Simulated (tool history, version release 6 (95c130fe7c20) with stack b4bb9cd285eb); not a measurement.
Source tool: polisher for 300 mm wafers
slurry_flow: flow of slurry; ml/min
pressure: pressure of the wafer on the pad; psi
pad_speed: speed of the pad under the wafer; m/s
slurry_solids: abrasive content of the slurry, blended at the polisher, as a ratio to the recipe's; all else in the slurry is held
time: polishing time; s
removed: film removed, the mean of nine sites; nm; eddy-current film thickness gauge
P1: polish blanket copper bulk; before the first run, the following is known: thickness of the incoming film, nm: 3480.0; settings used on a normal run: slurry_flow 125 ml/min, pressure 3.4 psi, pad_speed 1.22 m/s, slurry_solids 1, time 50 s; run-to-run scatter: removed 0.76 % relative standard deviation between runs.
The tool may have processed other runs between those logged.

run	hour	slurry_flow	pressure	pad_speed	slurry_solids	time	removed
1	7.3	125	3.4	1.22	1	50	681.48
2	17.8	125	3.4	0.84	1	50	466.84
3	33.4	125	3.4	1.22	0.55	24	287.09
4	47.6	125	1.5	1.22	1	50	296.36
5	62.5	190	3.4	1.22	1	50	726.8
6	73.4	125	3.4	1.22	1	50	667.44
7	80.3	125	3.4	1.22	1	34	462.11
8	89.2	125	3.4	1.64	0.6	50	810.26
9	96.6	125	3.4	1.22	1	50	673.86
10	107.5	125	3.4	1.22	0.6	50	612.48
11	122.8	75	3.4	1.22	1	50	595.1
12	135.4	125	3.4	1.22	1.45	50	737.82
13	147.7	125	4.6	1.22	1	50	931.85
14	157.7	125	3.4	1.22	1	50	682.54
15	166.3	80	3.4	1.22	1	37	442.33
16	176.4	125	3.4	1.22	1	50	688.49
17	185.6	125	3.4	1.22	1	50	676.21
18	195.1	125	3.4	1.22	1	78	1055
19	210.2	125	3.4	1.9	1	50	1058
20	223.8	125	3.4	1.22	1	50	674.72
21	230.8	125	3.4	1.22	1	50	656.9
22	239.7	125	3.4	1.22	1	50	633.4
23	253.8	125	3.4	1.22	1	50	617.16
# hour 257.2: worn pad replaced by a new one
24	263.6	125	3.4	1.22	1	50	607.89
# hour 269.5: slurry blender recalibrated
25	272.6	125	3.4	1.22	1	50	614.96

Predict the results of run 26:
26	286.4	125	3.4	1.22	1	50	?

{"run 26": {"removed": 606.62}}
